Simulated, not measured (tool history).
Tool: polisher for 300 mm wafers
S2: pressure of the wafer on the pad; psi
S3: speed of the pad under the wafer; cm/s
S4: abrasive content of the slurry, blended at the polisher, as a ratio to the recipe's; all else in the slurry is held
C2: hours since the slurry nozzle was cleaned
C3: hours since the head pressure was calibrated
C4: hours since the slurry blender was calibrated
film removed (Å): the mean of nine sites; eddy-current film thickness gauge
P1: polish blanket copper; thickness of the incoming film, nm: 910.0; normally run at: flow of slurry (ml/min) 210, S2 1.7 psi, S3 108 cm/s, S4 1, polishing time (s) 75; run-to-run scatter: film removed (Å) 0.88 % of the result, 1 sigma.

run 1 hour=5.7 | flow_of_slurry_(ml/min)=210 S2=1.7 S3=108 S4=1 polishing_time_(s)=75 | wafers_polished_on_this_pad=972 C2=459.1 C3=94.4 C4=138.3 | film_removed_(Å)=1296
run 2 hour=11.7 | flow_of_slurry_(ml/min)=210 S2=1.7 S3=108 S4=1 polishing_time_(s)=75 | wafers_polished_on_this_pad=1042 C2=465.1 C3=100.4 C4=144.3 | film_removed_(Å)=1270.5
run 3 hour=18.8 | flow_of_slurry_(ml/min)=125 S2=1.7 S3=108 S4=1 polishing_time_(s)=75 | wafers_polished_on_this_pad=1124 C2=472.2 C3=107.5 C4=151.4 | film_removed_(Å)=1166.5
run 4 hour=24.2 | flow_of_slurry_(ml/min)=210 S2=1.7 S3=108 S4=1 polishing_time_(s)=34 | wafers_polished_on_this_pad=1186 C2=477.6 C3=112.9 C4=156.8 | film_removed_(Å)=574.26
run 5 hour=28.9 | flow_of_slurry_(ml/min)=210 S2=1.7 S3=108 S4=1 polishing_time_(s)=75 | wafers_polished_on_this_pad=1240 C2=482.3 C3=117.6 C4=161.5 | film_removed_(Å)=1269.6
run 6 hour=36.2 | flow_of_slurry_(ml/min)=210 S2=1.7 S3=108 S4=1 polishing_time_(s)=75 | wafers_polished_on_this_pad=1325 C2=489.6 C3=124.9 C4=168.8 | film_removed_(Å)=1276.2
run 7 hour=42.6 | flow_of_slurry_(ml/min)=310 S2=1.7 S3=108 S4=1 polishing_time_(s)=75 | wafers_polished_on_this_pad=1399 C2=496 C3=131.3 C4=175.2 | film_removed_(Å)=1343.4
run 8 hour=48.2 | flow_of_slurry_(ml/min)=210 S2=1.7 S3=48 S4=1 polishing_time_(s)=75 | wafers_polished_on_this_pad=1463 C2=501.6 C3=136.9 C4=180.8 | film_removed_(Å)=563.77
run 9 hour=52 | flow_of_slurry_(ml/min)=135 S2=1.7 S3=108 S4=1.25 polishing_time_(s)=75 | wafers_polished_on_this_pad=1507 C2=505.4 C3=140.7 C4=184.6 | film_removed_(Å)=1225.3
run 10 hour=58.2 | flow_of_slurry_(ml/min)=210 S2=1.7 S3=108 S4=1 polishing_time_(s)=75 | wafers_polished_on_this_pad=1579 C2=511.6 C3=146.9 C4=190.8 | film_removed_(Å)=1274.3
-- hour=63 slurry nozzle cleaned
run 11 hour=65 | flow_of_slurry_(ml/min)=210 S2=1.7 S3=108 S4=1 polishing_time_(s)=117 | wafers_polished_on_this_pad=1657 C2=2 C3=153.7 C4=197.6 | film_removed_(Å)=1979.5
run 12 hour=70.2 | flow_of_slurry_(ml/min)=210 S2=1.7 S3=162 S4=1 polishing_time_(s)=75 | wafers_polished_on_this_pad=1717 C2=7.2 C3=158.9 C4=202.8 | film_removed_(Å)=1943.5
run 13 hour=74.6 | flow_of_slurry_(ml/min)=210 S2=0.8 S3=108 S4=1 polishing_time_(s)=75 | wafers_polished_on_this_pad=1768 C2=11.6 C3=163.3 C4=207.2 | film_removed_(Å)=598.94
run 14 hour=82.9 | flow_of_slurry_(ml/min)=210 S2=1.7 S3=108 S4=1 polishing_time_(s)=75 | wafers_polished_on_this_pad=1864 C2=19.9 C3=171.6 C4=215.5 | film_removed_(Å)=1272.4
run 15 hour=89.2 | flow_of_slurry_(ml/min)=210 S2=1.7 S3=108 S4=1 polishing_time_(s)=75 | wafers_polished_on_this_pad=1937 C2=26.2 C3=177.9 C4=221.8 | film_removed_(Å)=1273.8
run 16 hour=97.6 | flow_of_slurry_(ml/min)=210 S2=2.5 S3=108 S4=1 polishing_time_(s)=75 | wafers_polished_on_this_pad=2034 C2=34.6 C3=186.3 C4=230.2 | film_removed_(Å)=1865.3
run 17 hour=105.2 | flow_of_slurry_(ml/min)=210 S2=1.7 S3=108 S4=1.5 polishing_time_(s)=75 | wafers_polished_on_this_pad=2122 C2=42.2 C3=193.9 C4=237.8 | film_removed_(Å)=1387.7
run 18 hour=110.3 | flow_of_slurry_(ml/min)=210 S2=1.7 S3=108 S4=0.6 polishing_time_(s)=75 | wafers_polished_on_this_pad=2181 C2=47.3 C3=199 C4=242.9 | film_removed_(Å)=1145.5
run 19 hour=115 | flow_of_slurry_(ml/min)=210 S2=1.7 S3=108 S4=1 polishing_time_(s)=75 | wafers_polished_on_this_pad=2235 C2=52 C3=203.7 C4=247.6 | film_removed_(Å)=1262.2
run 20 hour=122 | flow_of_slurry_(ml/min)=210 S2=1.7 S3=108 S4=1 polishing_time_(s)=75 | wafers_polished_on_this_pad=2316 C2=59 C3=210.7 C4=254.6 | film_removed_(Å)=1226.1
run 21 hour=127.1 | flow_of_slurry_(ml/min)=210 S2=1.7 S3=108 S4=1 polishing_time_(s)=75 | wafers_polished_on_this_pad=2375 C2=64.1 C3=215.8 C4=259.7 | film_removed_(Å)=1213.5
run 22 hour=132.6 | flow_of_slurry_(ml/min)=210 S2=1.7 S3=108 S4=1 polishing_time_(s)=75 | wafers_polished_on_this_pad=2439 C2=69.6 C3=221.3 C4=265.2 | film_removed_(Å)=1181.2
run 23 hour=138.1 | flow_of_slurry_(ml/min)=210 S2=1.7 S3=108 S4=1 polishing_time_(s)=75 | wafers_polished_on_this_pad=2502 C2=75.1 C3=226.8 C4=270.7 | film_removed_(Å)=1186.7
-- hour=142.8 slurry blender recalibrated
run 24 hour=142.9 | flow_of_slurry_(ml/min)=210 S2=1.7 S3=108 S4=1 polishing_time_(s)=75 | wafers_polished_on_this_pad=2558 C2=79.9 C3=231.6 C4=0.1 | film_removed_(Å)=1190.6
-- hour=144 head pressure recalibrated
run 25 hour=149.4 | flow_of_slurry_(ml/min)=210 S2=1.7 S3=108 S4=1 polishing_time_(s)=75 | wafers_polished_on_this_pad=2633 C2=86.4 C3=5.4 C4=6.6 | film_removed_(Å)=1157.9
run 26 hour=155.7 | flow_of_slurry_(ml/min)=210 S2=1.7 S3=108 S4=1 polishing_time_(s)=75 | wafers_polished_on_this_pad=2705 C2=92.7 C3=11.7 C4=12.9 | film_removed_(Å)=1182.1
run 27 hour=163 | flow_of_slurry_(ml/min)=210 S2=1.7 S3=108 S4=1 polishing_time_(s)=75 | wafers_polished_on_this_pad=2790 C2=100 C3=19 C4=20.2 | film_removed_(Å)=1188.3
run 28 hour=170.1 | flow_of_slurry_(ml/min)=210 S2=1.7 S3=108 S4=1 polishing_time_(s)=75 | wafers_polished_on_this_pad=2872 C2=107.1 C3=26.1 C4=27.3 | film_removed_(Å)=1165.5

What P1 gives has crept away from where it was. These 2 causes fit the log equally well, each at the size given:
A: slurry flow missing at the pad, % = 39.9
B: removal rate lost through wear of the pad, % = 7.9
The creep began at about hour 115.
Why every other cause is out:
head's pressure below its setpoint, %: serviced at hour 144, which brought nothing back
abrasive missing from the slurry, %: serviced at hour 142.8, which brought nothing back

4 check runs are offered, each on 2 wafers whose results are averaged, their results left as question marks. Which one tells the causes apart?
run check 1 hour=177.2 | flow_of_slurry_(ml/min)=210 S2=2.4 S3=70 S4=1 polishing_time_(s)=75 | film_removed_(Å)=?
run check 2 hour=177.2 | flow_of_slurry_(ml/min)=210 S2=1.7 S3=160 S4=1 polishing_time_(s)=110 | film_removed_(Å)=?
run check 3 hour=177.2 | flow_of_slurry_(ml/min)=210 S2=0.8 S3=108 S4=1 polishing_time_(s)=34 | film_removed_(Å)=?
run check 4 hour=177.2 | flow_of_slurry_(ml/min)=125 S2=1.7 S3=108 S4=1.2 polishing_time_(s)=75 | film_removed_(Å)=?

What each check would give under each cause:
check=check_1 result=film_removed_(Å) if_A=1072.2 if_B=1072.2
check=check_2 result=film_removed_(Å) if_A=2546.1 if_B=2546.1
check=check_3 result=film_removed_(Å) if_A=249.98 if_B=249.98
check=check_4 result=film_removed_(Å) if_A=1066.7 if_B=1120.5
How far apart the two closest causes lie, in the result that separates them most: check 1 0 %; check 2 0 %; check 3 0 %; check 4 4.92 %
Check 4 tells the causes apart: in the others they would give nearly the same result.

Check 4 was then run and gave: film removed (Å) 1117.4. Which cause is it?

It is B: removal rate lost through wear of the pad, %.
